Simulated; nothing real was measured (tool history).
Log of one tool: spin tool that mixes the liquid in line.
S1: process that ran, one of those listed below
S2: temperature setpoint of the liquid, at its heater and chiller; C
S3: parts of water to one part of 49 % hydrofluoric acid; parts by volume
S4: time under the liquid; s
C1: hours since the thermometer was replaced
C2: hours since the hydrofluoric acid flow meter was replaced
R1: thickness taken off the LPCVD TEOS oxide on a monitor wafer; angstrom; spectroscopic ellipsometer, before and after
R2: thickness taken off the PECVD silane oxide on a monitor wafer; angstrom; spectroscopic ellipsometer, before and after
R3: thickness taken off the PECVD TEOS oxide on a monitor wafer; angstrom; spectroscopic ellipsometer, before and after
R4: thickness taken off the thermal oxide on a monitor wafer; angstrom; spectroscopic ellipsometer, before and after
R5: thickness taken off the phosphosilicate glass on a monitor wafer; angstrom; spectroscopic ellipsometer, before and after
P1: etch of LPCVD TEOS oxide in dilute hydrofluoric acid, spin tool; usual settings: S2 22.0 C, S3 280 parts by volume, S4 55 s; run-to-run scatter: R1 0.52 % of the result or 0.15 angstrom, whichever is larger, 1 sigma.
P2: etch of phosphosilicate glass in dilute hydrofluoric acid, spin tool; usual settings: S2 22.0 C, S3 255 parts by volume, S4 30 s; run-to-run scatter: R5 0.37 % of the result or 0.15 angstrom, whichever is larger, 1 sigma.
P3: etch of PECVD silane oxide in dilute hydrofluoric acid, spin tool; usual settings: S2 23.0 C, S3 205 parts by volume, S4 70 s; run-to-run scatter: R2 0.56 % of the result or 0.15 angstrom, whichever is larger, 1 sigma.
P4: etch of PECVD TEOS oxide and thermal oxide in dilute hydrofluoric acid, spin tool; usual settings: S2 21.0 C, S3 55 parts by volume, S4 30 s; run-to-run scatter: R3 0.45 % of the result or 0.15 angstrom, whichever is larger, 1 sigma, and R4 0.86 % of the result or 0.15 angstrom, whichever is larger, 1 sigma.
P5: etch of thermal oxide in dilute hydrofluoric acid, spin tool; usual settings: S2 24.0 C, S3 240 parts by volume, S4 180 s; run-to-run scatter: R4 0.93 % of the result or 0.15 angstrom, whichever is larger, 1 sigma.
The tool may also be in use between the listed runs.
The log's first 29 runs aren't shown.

Run 30, hour 346.4: S1 P1, S2 22.0 C, S3 280 parts by volume, S4 55 s; C1 639.5; C2 590.3. Result: R1 41.232 angstrom.
Run 31, hour 354.5: S1 P4, S2 17.0 C, S3 55 parts by volume, S4 30 s; C1 647.6; C2 598.4. Result: R3 122.090 angstrom, R4 20.731 angstrom.
Run 32, hour 369.6: S1 P5, S2 24.0 C, S3 240 parts by volume, S4 180 s; C1 662.7; C2 613.5. Result: R4 30.836 angstrom.
Run 33, hour 376.5: S1 P4, S2 21.0 C, S3 55 parts by volume, S4 15 s; C1 669.6; C2 620.4. Result: R3 73.527 angstrom, R4 12.229 angstrom.
Run 34, hour 389.5: S1 P1, S2 22.0 C, S3 280 parts by volume, S4 25 s; C1 682.6; C2 633.4. Result: R1 18.508 angstrom.
Run 35, hour 404.7: S1 P1, S2 22.0 C, S3 280 parts by volume, S4 55 s; C1 697.8; C2 648.6. Result: R1 41.236 angstrom.
Run 36, hour 417.6: S1 P1, S2 22.0 C, S3 280 parts by volume, S4 55 s; C1 710.7; C2 661.5. Result: R1 42.800 angstrom.
Run 37, hour 425.0: S1 P1, S2 22.0 C, S3 280 parts by volume, S4 55 s; C1 718.1; C2 668.9. Result: R1 43.441 angstrom.
Run 38, hour 432.5: S1 P1, S2 22.0 C, S3 280 parts by volume, S4 55 s; C1 725.6; C2 676.4. Result: R1 43.911 angstrom.
Run 39, hour 447.2: S1 P1, S2 22.0 C, S3 280 parts by volume, S4 55 s; C1 740.3; C2 691.1. Result: R1 43.954 angstrom.
Run 40, hour 459.0: S1 P1, S2 22.0 C, S3 280 parts by volume, S4 55 s; C1 752.1; C2 702.9. Result: R1 44.422 angstrom.

Forecast run 41:
Run 41, hour 471.0: S1 P1, S2 22.0 C, S3 280 parts by volume, S4 55 s; C1 764.1; C2 714.9. Result: R1 ?.

R1: 44.670 angstrom
